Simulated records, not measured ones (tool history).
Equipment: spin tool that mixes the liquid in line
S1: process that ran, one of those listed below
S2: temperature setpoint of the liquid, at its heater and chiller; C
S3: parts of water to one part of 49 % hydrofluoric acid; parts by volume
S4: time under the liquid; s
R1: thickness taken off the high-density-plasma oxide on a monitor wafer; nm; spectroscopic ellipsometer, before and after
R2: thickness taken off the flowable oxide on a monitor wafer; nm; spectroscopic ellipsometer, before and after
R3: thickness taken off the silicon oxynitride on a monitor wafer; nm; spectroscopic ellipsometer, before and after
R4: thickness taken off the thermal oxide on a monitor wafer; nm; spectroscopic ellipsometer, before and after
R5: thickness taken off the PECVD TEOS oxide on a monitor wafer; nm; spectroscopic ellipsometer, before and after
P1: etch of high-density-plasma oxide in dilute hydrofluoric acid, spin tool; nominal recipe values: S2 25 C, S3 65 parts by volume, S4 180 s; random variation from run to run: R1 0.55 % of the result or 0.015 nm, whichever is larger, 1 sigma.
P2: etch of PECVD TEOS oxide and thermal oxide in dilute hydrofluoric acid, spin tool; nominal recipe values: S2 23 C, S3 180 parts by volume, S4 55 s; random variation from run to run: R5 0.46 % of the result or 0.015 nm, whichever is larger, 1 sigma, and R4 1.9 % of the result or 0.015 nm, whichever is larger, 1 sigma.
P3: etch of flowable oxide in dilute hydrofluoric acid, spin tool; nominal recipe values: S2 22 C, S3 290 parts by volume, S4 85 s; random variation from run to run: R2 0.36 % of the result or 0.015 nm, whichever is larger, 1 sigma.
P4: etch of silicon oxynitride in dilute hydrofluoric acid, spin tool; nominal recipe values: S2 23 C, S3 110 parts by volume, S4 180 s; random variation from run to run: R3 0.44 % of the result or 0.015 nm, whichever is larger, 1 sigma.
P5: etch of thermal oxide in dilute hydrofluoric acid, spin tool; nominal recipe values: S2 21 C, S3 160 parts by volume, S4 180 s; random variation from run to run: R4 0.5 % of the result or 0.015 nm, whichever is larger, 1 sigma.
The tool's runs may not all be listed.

run	hour	S1	S2	S3	S4	R1	R2	R3	R4	R5
1	8.8	P1	25	65	180	17.246				
2	15.9	P1	18.5	65	180	13.24				
3	24.5	P1	25	105	265	14.927				
4	29.5	P1	25	65	25	2.3844				
5	35.8	P3	17	290	85		9.804			
6	43.6	P4	23	110	180			6.0821		
7	49.1	P3	22	415	85		7.3709			
8	56.3	P5	21	275	180				2.2884	
9	63.5	P1	30.5	65	180	21.23				
10	72.8	P1	25	100	180	10.582				
11	82.6	P4	23	200	180			3.123		
12	91.9	P4	23	110	45			1.5164		
13	102.5	P5	21	160	180				4.3233	
14	113.3	P2	23	180	15				0.36762	1.7606
15	124.4	P4	28	110	180			7.6154		
16	136.1	P1	25	65	180	17.173				
17	147.6	P1	25	105	335	18.733				
18	155.7	P1	25	65	180	17.23				
19	164.3	P5	17	160	180				3.7365	
20	175.2	P1	25	65	305	29.084				
21	186.8	P1	21.5	110	180	8.3261				
22	196.3	P3	22	290	140		19.434			
23	202.9	P2	23	85	55				3.0802	15.284
# hour 207.5: thermometer replaced
24	213.2	P5	21	160	180				4.354	
25	221.5	P1	25	65	180	17.223				
26	232.5	P5	21	160	25				0.59835	
27	238.3	P1	25	20	180	59.22				
28	246.8	P1	25	65	180	16.965				
29	252.1	P3	22	290	85		11.772			
30	261.7	P2	17	180	55				1.076	5.07
31	266.9	P1	25	65	180	17.159				
32	278.3	P2	23	180	55				1.3608	6.48
33	285.4	P4	23	110	180			6.0563		
34	295.5	P1	25	65	180	17.114				
35	305.8	P1	25	65	180	17.05				
36	316.5	P1	25	65	180	17.876				
37	324.3	P1	25	65	180	18.399				
38	334.8	P1	25	65	180	18.467				
39	345.9	P1	25	65	180	18.691				
40	356.6	P1	25	65	180	18.6				
41	367.3	P1	25	65	180	18.709				
42	376.8	P1	25	65	180	18.767				

The log shows P1 creeping away from where it was. Any of the 2 causes listed here, at the size stated for it, fits the log just as well as the others:
A: hydrofluoric acid flow above the setpoint (%) = 8.4
B: liquid hotter than its thermometer reads (K) = 2.19
The creep began at about hour 305.8.

Listed below are the offered check runs, one wafer per run, with question marks in place of results. For which of them would the causes give clearly different outcomes?
check 1	386.3	P2	17	180	20				?	?
check 2	386.3	P3	22	410	85		?			
check 3	386.3	P4	23	190	100			?		
check 4	386.3	P5	21	160	100				?	

What every check run would give for each of its results, assuming each possible cause in turn:
check	result	if A	if B
check 1	R4	0.42284	0.42009
check 1	R5	2.0451	2.0318
check 2	R2	8.3405	8.0484
check 3	R3	2.007	2.0203
check 4	R4	2.6593	2.6354
Smallest distance between any two causes, each pair judged by its most separating result, in per cent: check 1 0.65 %; check 2 3.57 %; check 3 0.66 %; check 4 0.9 %
The other checks would show nearly matching results whichever cause is true, so check 2 is the only one that separates the causes.

With check 2 done, the readings were: R2 8.3264 nm. Identify which of the listed causes applies.

A is the cause: hydrofluoric acid flow above the setpoint (%).
